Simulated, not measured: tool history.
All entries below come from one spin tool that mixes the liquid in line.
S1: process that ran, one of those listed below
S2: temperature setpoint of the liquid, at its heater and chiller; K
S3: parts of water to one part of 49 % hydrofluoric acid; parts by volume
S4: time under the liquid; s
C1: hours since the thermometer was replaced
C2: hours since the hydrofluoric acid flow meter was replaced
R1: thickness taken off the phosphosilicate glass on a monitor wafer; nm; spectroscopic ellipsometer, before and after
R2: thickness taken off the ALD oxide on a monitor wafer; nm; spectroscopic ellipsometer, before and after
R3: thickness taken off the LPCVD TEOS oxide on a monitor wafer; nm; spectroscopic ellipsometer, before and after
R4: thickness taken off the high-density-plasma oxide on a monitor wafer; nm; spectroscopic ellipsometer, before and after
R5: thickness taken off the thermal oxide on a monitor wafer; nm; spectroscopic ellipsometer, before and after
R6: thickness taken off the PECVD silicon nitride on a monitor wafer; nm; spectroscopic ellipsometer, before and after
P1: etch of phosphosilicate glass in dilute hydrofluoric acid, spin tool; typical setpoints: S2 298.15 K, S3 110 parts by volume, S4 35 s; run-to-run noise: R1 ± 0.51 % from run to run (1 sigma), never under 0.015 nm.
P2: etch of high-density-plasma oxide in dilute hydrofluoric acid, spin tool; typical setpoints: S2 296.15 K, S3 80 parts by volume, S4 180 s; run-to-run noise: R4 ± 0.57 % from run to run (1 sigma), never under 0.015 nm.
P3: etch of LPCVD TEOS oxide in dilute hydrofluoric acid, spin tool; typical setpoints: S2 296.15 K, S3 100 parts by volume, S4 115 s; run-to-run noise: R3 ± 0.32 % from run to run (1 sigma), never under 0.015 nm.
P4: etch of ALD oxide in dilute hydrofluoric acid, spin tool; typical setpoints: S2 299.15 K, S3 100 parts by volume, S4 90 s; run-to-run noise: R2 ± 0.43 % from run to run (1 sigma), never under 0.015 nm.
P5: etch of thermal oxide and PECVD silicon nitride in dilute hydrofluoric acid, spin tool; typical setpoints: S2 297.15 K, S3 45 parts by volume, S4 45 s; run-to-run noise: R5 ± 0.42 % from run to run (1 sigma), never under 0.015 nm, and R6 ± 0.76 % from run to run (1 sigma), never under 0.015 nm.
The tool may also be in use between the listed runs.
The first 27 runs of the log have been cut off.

run 28 hour=275 | S1=P5 S2=297.15 S3=20 S4=45 | C1=1427.7 C2=1490.9 | R5=11.432 R6=8.0427
run 29 hour=285.1 | S1=P1 S2=298.15 S3=110 S4=35 | C1=1437.8 C2=1501 | R1=41.728
run 30 hour=297.2 | S1=P4 S2=299.15 S3=100 S4=20 | C1=1449.9 C2=1513.1 | R2=6.9694
run 31 hour=307 | S1=P1 S2=298.15 S3=40 S4=35 | C1=1459.7 C2=1522.9 | R1=125.27
run 32 hour=315.8 | S1=P1 S2=298.15 S3=110 S4=35 | C1=1468.5 C2=1531.7 | R1=41.826
run 33 hour=325.5 | S1=P1 S2=298.15 S3=110 S4=35 | C1=1478.2 C2=1541.4 | R1=39.917
run 34 hour=334.6 | S1=P1 S2=298.15 S3=110 S4=35 | C1=1487.3 C2=1550.5 | R1=39.223
run 35 hour=346.6 | S1=P1 S2=298.15 S3=110 S4=35 | C1=1499.3 C2=1562.5 | R1=39.007
run 36 hour=359.3 | S1=P1 S2=298.15 S3=110 S4=35 | C1=1512 C2=1575.2 | R1=38.245
run 37 hour=368 | S1=P1 S2=298.15 S3=110 S4=35 | C1=1520.7 C2=1583.9 | R1=38.303

Run 38 has not been measured yet. What should we expect?
run 38 hour=378 | S1=P1 S2=298.15 S3=110 S4=35 | C1=1530.7 C2=1593.9 | R1=?

R1: 37.575 nm
